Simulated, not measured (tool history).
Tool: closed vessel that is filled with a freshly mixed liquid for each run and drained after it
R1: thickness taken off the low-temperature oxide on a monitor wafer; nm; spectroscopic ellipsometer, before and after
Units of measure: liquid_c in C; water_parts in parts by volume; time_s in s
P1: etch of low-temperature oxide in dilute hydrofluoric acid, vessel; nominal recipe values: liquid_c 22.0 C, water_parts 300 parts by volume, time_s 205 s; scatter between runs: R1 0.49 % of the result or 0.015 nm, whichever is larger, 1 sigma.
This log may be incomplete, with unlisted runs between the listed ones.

{"run": 1, "hour": 9.9, "liquid_c": 22.0, "water_parts": 300, "time_s": 205, "R1": 9.1701}
{"run": 2, "hour": 25.5, "liquid_c": 22.0, "water_parts": 55, "time_s": 205, "R1": 65.164}
{"run": 3, "hour": 40.8, "liquid_c": 22.0, "water_parts": 485, "time_s": 205, "R1": 4.8113}
{"run": 4, "hour": 56.0, "liquid_c": 29.5, "water_parts": 300, "time_s": 205, "R1": 11.765}
{"run": 5, "hour": 67.0, "liquid_c": 22.0, "water_parts": 300, "time_s": 205, "R1": 9.0535}
{"run": 6, "hour": 79.3, "liquid_c": 22.0, "water_parts": 300, "time_s": 205, "R1": 9.0947}
{"run": 7, "hour": 92.8, "liquid_c": 17.0, "water_parts": 300, "time_s": 205, "R1": 7.5689}
{"run": 8, "hour": 103.6, "liquid_c": 22.0, "water_parts": 300, "time_s": 205, "R1": 9.1865}
{"run": 9, "hour": 118.7, "liquid_c": 22.0, "water_parts": 300, "time_s": 330, "R1": 14.694}
{"run": 10, "hour": 132.3, "liquid_c": 22.0, "water_parts": 300, "time_s": 205, "R1": 9.0982}
{"run": 11, "hour": 145.2, "liquid_c": 17.0, "water_parts": 300, "time_s": 370, "R1": 13.615}

Run 12 has not been measured yet. What should we expect?
{"run": 12, "hour": 154.7, "liquid_c": 22.0, "water_parts": 300, "time_s": 60, "R1": "?"}

R1: 2.6479 nm

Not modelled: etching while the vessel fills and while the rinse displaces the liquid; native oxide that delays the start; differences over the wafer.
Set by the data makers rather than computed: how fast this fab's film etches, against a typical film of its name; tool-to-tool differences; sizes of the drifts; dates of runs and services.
